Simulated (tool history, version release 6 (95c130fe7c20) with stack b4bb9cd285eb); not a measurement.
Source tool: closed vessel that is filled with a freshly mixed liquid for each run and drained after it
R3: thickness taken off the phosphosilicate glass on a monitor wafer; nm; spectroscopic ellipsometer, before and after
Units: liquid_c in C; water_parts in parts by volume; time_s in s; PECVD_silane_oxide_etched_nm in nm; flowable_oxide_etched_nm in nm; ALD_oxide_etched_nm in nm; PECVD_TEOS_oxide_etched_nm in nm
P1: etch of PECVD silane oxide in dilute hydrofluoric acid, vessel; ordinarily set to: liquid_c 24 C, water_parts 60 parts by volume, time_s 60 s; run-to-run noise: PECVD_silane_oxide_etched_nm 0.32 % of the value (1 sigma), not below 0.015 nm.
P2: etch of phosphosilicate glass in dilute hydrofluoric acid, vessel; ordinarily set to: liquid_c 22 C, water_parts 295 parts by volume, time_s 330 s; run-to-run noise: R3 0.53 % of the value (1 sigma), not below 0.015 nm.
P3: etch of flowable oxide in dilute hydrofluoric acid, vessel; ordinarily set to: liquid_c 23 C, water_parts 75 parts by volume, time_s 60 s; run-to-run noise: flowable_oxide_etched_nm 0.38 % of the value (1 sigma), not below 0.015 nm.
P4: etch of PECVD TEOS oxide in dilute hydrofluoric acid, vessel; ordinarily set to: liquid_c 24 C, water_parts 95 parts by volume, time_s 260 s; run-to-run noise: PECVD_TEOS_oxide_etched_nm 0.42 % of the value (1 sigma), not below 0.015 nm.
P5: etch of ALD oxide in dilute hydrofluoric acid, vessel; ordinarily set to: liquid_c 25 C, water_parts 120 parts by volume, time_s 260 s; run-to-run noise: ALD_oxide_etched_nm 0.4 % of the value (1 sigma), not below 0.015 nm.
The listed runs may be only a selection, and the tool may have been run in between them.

{"run": 1, "day": 0.254, "process": "P1", "liquid_c": 24, "water_parts": 60, "time_s": 60, "PECVD_silane_oxide_etched_nm": 24.26}
{"run": 2, "day": 0.529, "process": "P1", "liquid_c": 24, "water_parts": 60, "time_s": 60, "PECVD_silane_oxide_etched_nm": 24.127}
{"run": 3, "day": 0.667, "process": "P1", "liquid_c": 24, "water_parts": 60, "time_s": 60, "PECVD_silane_oxide_etched_nm": 24.368}
{"day": 0.683, "done": "hydrofluoric acid flow meter replaced"}
{"run": 4, "day": 0.908, "process": "P1", "liquid_c": 31, "water_parts": 20, "time_s": 60, "PECVD_silane_oxide_etched_nm": 102.78}
{"run": 5, "day": 1.108, "process": "P3", "liquid_c": 23, "water_parts": 120, "time_s": 60, "flowable_oxide_etched_nm": 15.618}
{"run": 6, "day": 1.275, "process": "P3", "liquid_c": 30, "water_parts": 75, "time_s": 60, "flowable_oxide_etched_nm": 34.525}
{"run": 7, "day": 1.421, "process": "P2", "liquid_c": 22, "water_parts": 535, "time_s": 330, "R3": 23.382}
{"run": 8, "day": 1.596, "process": "P1", "liquid_c": 24, "water_parts": 60, "time_s": 60, "PECVD_silane_oxide_etched_nm": 24.082}
{"run": 9, "day": 1.767, "process": "P5", "liquid_c": 25, "water_parts": 120, "time_s": 260, "ALD_oxide_etched_nm": 46.71}
{"run": 10, "day": 2.046, "process": "P4", "liquid_c": 24, "water_parts": 95, "time_s": 260, "PECVD_TEOS_oxide_etched_nm": 24.564}
{"run": 11, "day": 2.238, "process": "P5", "liquid_c": 25, "water_parts": 120, "time_s": 140, "ALD_oxide_etched_nm": 25.509}
{"run": 12, "day": 2.421, "process": "P1", "liquid_c": 24, "water_parts": 60, "time_s": 30, "PECVD_silane_oxide_etched_nm": 12.059}
{"run": 13, "day": 2.654, "process": "P1", "liquid_c": 24, "water_parts": 60, "time_s": 105, "PECVD_silane_oxide_etched_nm": 42.411}
{"run": 14, "day": 2.846, "process": "P4", "liquid_c": 17, "water_parts": 95, "time_s": 260, "PECVD_TEOS_oxide_etched_nm": 18.427}
{"run": 15, "day": 2.983, "process": "P1", "liquid_c": 24, "water_parts": 60, "time_s": 60, "PECVD_silane_oxide_etched_nm": 24.116}
{"run": 16, "day": 3.133, "process": "P2", "liquid_c": 18, "water_parts": 295, "time_s": 330, "R3": 45.057}
{"run": 17, "day": 3.271, "process": "P4", "liquid_c": 24, "water_parts": 95, "time_s": 260, "PECVD_TEOS_oxide_etched_nm": 24.677}
{"run": 18, "day": 3.438, "process": "P5", "liquid_c": 17.5, "water_parts": 120, "time_s": 260, "ALD_oxide_etched_nm": 34.654}
{"run": 19, "day": 3.646, "process": "P1", "liquid_c": 24, "water_parts": 60, "time_s": 60, "PECVD_silane_oxide_etched_nm": 24.26}
{"run": 20, "day": 3.892, "process": "P2", "liquid_c": 22, "water_parts": 295, "time_s": 110, "R3": 17.218}
{"run": 21, "day": 4.117, "process": "P4", "liquid_c": 24, "water_parts": 95, "time_s": 30, "PECVD_TEOS_oxide_etched_nm": 2.8438}
{"run": 22, "day": 4.317, "process": "P1", "liquid_c": 24, "water_parts": 60, "time_s": 60, "PECVD_silane_oxide_etched_nm": 24.265}
{"run": 23, "day": 4.492, "process": "P1", "liquid_c": 32.5, "water_parts": 60, "time_s": 60, "PECVD_silane_oxide_etched_nm": 33.983}
{"run": 24, "day": 4.612, "process": "P3", "liquid_c": 23, "water_parts": 75, "time_s": 60, "flowable_oxide_etched_nm": 26.428}
{"run": 25, "day": 4.783, "process": "P2", "liquid_c": 22, "water_parts": 295, "time_s": 330, "R3": 52.099}
{"run": 26, "day": 4.929, "process": "P5", "liquid_c": 25, "water_parts": 165, "time_s": 260, "ALD_oxide_etched_nm": 32.351}
{"run": 27, "day": 5.071, "process": "P1", "liquid_c": 24, "water_parts": 90, "time_s": 60, "PECVD_silane_oxide_etched_nm": 15.592}
{"run": 28, "day": 5.229, "process": "P1", "liquid_c": 20, "water_parts": 60, "time_s": 60, "PECVD_silane_oxide_etched_nm": 20.615}
{"run": 29, "day": 5.404, "process": "P4", "liquid_c": 24, "water_parts": 135, "time_s": 260, "PECVD_TEOS_oxide_etched_nm": 16.438}
{"run": 30, "day": 5.583, "process": "P3", "liquid_c": 23, "water_parts": 75, "time_s": 90, "flowable_oxide_etched_nm": 39.522}
{"run": 31, "day": 5.775, "process": "P1", "liquid_c": 24, "water_parts": 25, "time_s": 60, "PECVD_silane_oxide_etched_nm": 61.029}
{"run": 32, "day": 6.029, "process": "P2", "liquid_c": 22, "water_parts": 295, "time_s": 330, "R3": 51.959}
{"run": 33, "day": 6.262, "process": "P1", "liquid_c": 24, "water_parts": 60, "time_s": 60, "PECVD_silane_oxide_etched_nm": 24.299}
{"run": 34, "day": 6.471, "process": "P1", "liquid_c": 24, "water_parts": 60, "time_s": 60, "PECVD_silane_oxide_etched_nm": 23.712}
{"run": 35, "day": 6.642, "process": "P1", "liquid_c": 24, "water_parts": 60, "time_s": 60, "PECVD_silane_oxide_etched_nm": 23.318}
{"run": 36, "day": 6.867, "process": "P1", "liquid_c": 24, "water_parts": 60, "time_s": 60, "PECVD_silane_oxide_etched_nm": 23.003}
{"run": 37, "day": 7.046, "process": "P1", "liquid_c": 24, "water_parts": 60, "time_s": 60, "PECVD_silane_oxide_etched_nm": 22.893}
{"run": 38, "day": 7.258, "process": "P1", "liquid_c": 24, "water_parts": 60, "time_s": 60, "PECVD_silane_oxide_etched_nm": 22.879}
{"run": 39, "day": 7.412, "process": "P1", "liquid_c": 24, "water_parts": 60, "time_s": 60, "PECVD_silane_oxide_etched_nm": 22.86}
{"run": 40, "day": 7.538, "process": "P1", "liquid_c": 24, "water_parts": 60, "time_s": 60, "PECVD_silane_oxide_etched_nm": 22.641}
{"run": 41, "day": 7.688, "process": "P1", "liquid_c": 24, "water_parts": 60, "time_s": 60, "PECVD_silane_oxide_etched_nm": 22.645}
{"run": 42, "day": 7.833, "process": "P1", "liquid_c": 24, "water_parts": 60, "time_s": 60, "PECVD_silane_oxide_etched_nm": 22.609}

The log shows P1 creeping away from where it was. Any of the 2 causes listed here, at the size stated for it, fits the log just as well as the others:
A: hydrofluoric acid flow below the setpoint (%) = 5.74
B: liquid colder than its thermometer reads (K) = 1.56
The process output started creeping at around day 6.262.

Which of the 4 check runs listed below, each an average over 2 wafers with its results shown as question marks, gives clearly different results under the different listed causes?
{"run": "check 1", "day": 7.979, "process": "P4", "liquid_c": 24, "water_parts": 135, "time_s": 100, "PECVD_TEOS_oxide_etched_nm": "?"}
{"run": "check 2", "day": 7.979, "process": "P5", "liquid_c": 18, "water_parts": 120, "time_s": 160, "ALD_oxide_etched_nm": "?"}
{"run": "check 3", "day": 7.979, "process": "P2", "liquid_c": 22, "water_parts": 525, "time_s": 330, "R3": "?"}
{"run": "check 4", "day": 7.979, "process": "P3", "liquid_c": 23, "water_parts": 100, "time_s": 60, "flowable_oxide_etched_nm": "?"}

What every check run would give for each of its results, assuming each possible cause in turn:
check=check_1 result=PECVD_TEOS_oxide_etched_nm if_A=5.9296 if_B=5.9767
check=check_2 result=ALD_oxide_etched_nm if_A=20.415 if_B=20.451
check=check_3 result=R3 if_A=21.996 if_B=22.755
check=check_4 result=flowable_oxide_etched_nm if_A=17.816 if_B=17.88
Gap, in per cent, between the two causes that each check separates least, read from the result that separates them most: check 1 0.79 %; check 2 0.17 %; check 3 3.39 %; check 4 0.36 %
Check 3 distinguishes between the causes, while the remaining checks would return nearly the same result for all of them.

After running check 3, the following was obtained: R3 21.999 nm. Which cause does this point to?

It is A: hydrofluoric acid flow below the setpoint (%).
